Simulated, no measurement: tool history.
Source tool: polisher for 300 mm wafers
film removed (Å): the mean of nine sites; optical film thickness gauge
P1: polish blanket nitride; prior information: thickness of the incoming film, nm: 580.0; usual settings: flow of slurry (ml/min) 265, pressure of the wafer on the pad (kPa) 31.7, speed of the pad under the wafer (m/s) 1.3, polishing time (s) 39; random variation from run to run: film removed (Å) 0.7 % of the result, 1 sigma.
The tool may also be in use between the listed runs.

run   hour  flow of slurry (ml/min)  pressure of the wafer on the pad (kPa)  speed of the pad under the wafer (m/s)  polishing time (s)  wafers polished on this pad  hours since the slurry nozzle was cleaned  hours since the head pressure was calibrated  film removed (Å)
  1   10.5                      265                                    31.7                                     1.3                  39                          427                                      113.8                                         257.1             964.5
  2   18.8                      265                                      40                                    0.86                  39                          549                                      122.1                                         265.4            875.42
  3   27.1                      160                                    48.3                                     1.3                  39                          670                                      130.4                                         273.7            1370.1
  4     35                      265                                    46.9                                     1.3                  39                          786                                      138.3                                         281.6            1412.5
  5   46.8                      265                                    31.7                                     1.3                  39                          959                                      150.1                                         293.4            970.55
  6   60.7                      160                                    31.7                                     1.3                  39                         1162                                        164                                         307.3            899.45
  7   77.7                      205                                    31.7                                     1.3                  55                         1411                                        181                                         324.3              1309
  8   93.8                      265                                    31.7                                     1.3                  39                         1647                                      197.1                                         340.4            959.67
  9  110.2                      265                                    17.2                                     1.3                  39                         1887                                      213.5                                         356.8            526.95
 10  126.7                      265                                    31.7                                     1.3                  39                         2128                                        230                                         373.3            966.98
 11  140.8                      265                                    31.7                                    0.68                  39                         2335                                      244.1                                         387.4            573.75
 12  155.9                      265                                    31.7                                    1.86                  39                         2556                                      259.2                                         402.5              1288
     159.8  -- head pressure recalibrated
 13  165.4                      380                                    31.7                                     1.3                  39                         2695                                      268.7                                           5.7             983.5
 14  175.4                      265                                    31.7                                     1.3                  39                         2841                                      278.7                                          15.7             962.9
 15  185.3                      265                                    31.7                                     1.3                  26                         2986                                      288.6                                          25.6            645.73
 16  202.1                      265                                    31.7                                     1.3                  55                         3232                                      305.4                                          42.4            1358.9
 17  214.7                      265                                    31.7                                     1.3                  39                         3416                                        318                                            55            955.07
 18  230.9                      265                                    31.7                                     1.3                  39                         3654                                      334.2                                          71.2            954.32
 19  243.3                      265                                    31.7                                     1.3                  39                         3835                                      346.6                                          83.6             947.3
 20  253.3                      265                                    31.7                                     1.3                  39                         3982                                      356.6                                          93.6            949.79
 21  270.4                      265                                    31.7                                     1.3                  39                         4232                                      373.7                                         110.7            927.39
     283.2  -- worn pad replaced by a new one
 22    284                      265                                    31.7                                     1.3                  39                           11                                      387.3                                         124.3            929.99
 23  294.7                      265                                    31.7                                     1.3                  39                          168                                        398                                           135            925.13
 24  306.3                      265                                    31.7                                     1.3                  39                          338                                      409.6                                         146.6            917.03
 25  318.6                      265                                    31.7                                     1.3                  39                          518                                      421.9                                         158.9            916.29
 26  327.2                      265                                    31.7                                     1.3                  39                          644                                      430.5                                         167.5            920.73
 27  339.7                      265                                    31.7                                     1.3                  39                          827                                        443                                           180            922.21

Compared with where it was, what P1 gives has crept away. Each cause listed below fits the log as well as the rest, at the size given for it:
A: slurry flow missing at the pad, % = 32.5
B: head's pressure below its setpoint, % = 4.73
The drift started at roughly hour 214.7.
Each remaining cause and why it is not a fit:
removal rate lost through wear of the pad, %: serviced at hour 283.2, after the change had begun; the process did not return to its earlier output

The list below offers 4 check runs, each averaging the results of 3 wafers, and shows each result as a question mark. For which of them would the listed causes give clearly different results?
check 1  352.2                      160                                    31.7                                     1.3                  30                                                                                                                                       ?
check 2  352.2                      265                                    17.9                                     1.3                  52                                                                                                                                       ?
check 3  352.2                      265                                    31.7                                    1.82                  39                                                                                                                                       ?
check 4  352.2                      265                                    23.4                                     1.3                  39                                                                                                                                       ?

If the cause were each of the candidates in turn, the checks would give the following:
  check            result    if A    if B
check 1  film removed (Å)  643.18  662.01
check 2  film removed (Å)  692.67  692.62
check 3  film removed (Å)    1203  1202.9
check 4  film removed (Å)  679.35   679.3
Smallest distance between any two causes, each pair judged by its most separating result, in per cent: check 1 2.89 %; check 2 0.01 %; check 3 0.01 %; check 4 0.01 %
Check 1 tells the causes apart: in the others they would give nearly the same result.

The results of check 1 are: film removed (Å) 645.99. Based on these, which of the listed causes is it?

It is A: slurry flow missing at the pad, %.
